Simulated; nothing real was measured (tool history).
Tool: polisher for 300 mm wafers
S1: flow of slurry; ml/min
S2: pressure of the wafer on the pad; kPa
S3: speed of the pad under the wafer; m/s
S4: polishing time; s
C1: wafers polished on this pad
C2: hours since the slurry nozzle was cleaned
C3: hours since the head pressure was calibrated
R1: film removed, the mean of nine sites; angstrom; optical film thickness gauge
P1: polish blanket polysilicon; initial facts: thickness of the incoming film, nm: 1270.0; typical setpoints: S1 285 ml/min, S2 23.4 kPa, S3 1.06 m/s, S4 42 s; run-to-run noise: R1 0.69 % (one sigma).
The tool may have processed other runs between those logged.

run,hour,S1,S2,S3,S4,C1,C2,C3,R1
1,7.7,285,23.4,1.06,42,606,84,522.5,3938.3
2,15.9,170,23.4,1.06,19,692,92.2,530.7,1658.7
3,26.9,285,23.4,1.06,42,809,103.2,541.7,3924.7
4,34.4,285,11,1.06,42,889,110.7,549.2,1840.7
5,42.8,285,23.4,1.06,42,978,119.1,557.6,3921.1
6,54.4,285,23.4,1.06,22,1101,130.7,569.2,2058.3
7,64.2,285,34.5,1.06,42,1204,140.5,579,5794.9
8,75,175,36.5,1.06,42,1319,151.3,589.8,5742
9,82.6,285,23.4,1.06,42,1400,158.9,597.4,3935.7
10,92,170,23.4,1.06,42,1499,168.3,606.8,3710.7
11,99.4,285,23.4,1.06,42,1578,175.7,614.2,3915.2
12,109,285,23.4,0.62,42,1679,185.3,623.8,2291.4
13,114.4,285,23.4,1.06,66,1737,190.7,629.2,6137.6
14,126.3,285,23.4,1.06,42,1863,202.6,641.1,3914
15,137.9,285,23.4,1.46,42,1986,214.2,652.7,5363.9
16,149.3,375,23.4,1.06,42,2107,225.6,664.1,4018.4
17,154.6,435,34.5,1.06,42,2163,230.9,669.4,5997.5
18,164.4,285,23.4,1.06,42,2267,240.7,679.2,3935.2
19,171.5,285,23.4,1.06,42,2342,247.8,686.3,3877.5
20,182.8,285,23.4,1.06,42,2462,259.1,697.6,3809.4
# hour 188.6: head pressure recalibrated
21,192.1,285,23.4,1.06,42,2560,268.4,3.5,3744
22,199.3,285,23.4,1.06,42,2637,275.6,10.7,3695.3
23,205.2,285,23.4,1.06,42,2699,281.5,16.6,3754.7
24,217,285,23.4,1.06,42,2824,293.3,28.4,3744.8
25,226.2,285,23.4,1.06,42,2922,302.5,37.6,3759.4
26,233,285,23.4,1.06,42,2994,309.3,44.4,3717.3

The output of P1 has drifted from where it used to be. Each of the 2 causes below, taken at the size shown beside it, accounts for the log equally well:
A: slurry flow missing at the pad, % = 36.3
B: removal rate lost through wear of the pad, % = 5.15
The creep began at about hour 164.4.
Excluded causes, each with its reason:
head's pressure below its setpoint, %: serviced at hour 188.6, which brought nothing back

Each of the check runs listed below is run on 3 wafers and reports their average, with the results left as question marks. Pick the one under which the possible causes would lead to clearly different results.
check 1,239.8,285,23.4,0.8,42,,,,?
check 2,239.8,285,11.7,1.06,42,,,,?
check 3,239.8,285,31,1.06,29,,,,?
check 4,239.8,170,23.4,1.06,42,,,,?

Predicted outcomes, by check and by cause:
check,result,if A,if B
check 1,R1,2807.1,2807.2
check 2,R1,1859.7,1859.8
check 3,R1,3399.1,3399.2
check 4,R1,3381.3,3493.6
Minimum pairwise separation of causes per check, each pair taken at its best-separating result: check 1 0 %; check 2 0 %; check 3 0 %; check 4 3.27 %
The causes can be told apart only by check 4. The other checks would give nearly the same results under each of them.

After running check 4, the following was obtained: R1 3499.4 angstrom. Which cause does this point to?

The correct cause is B, namely: removal rate lost through wear of the pad, %.
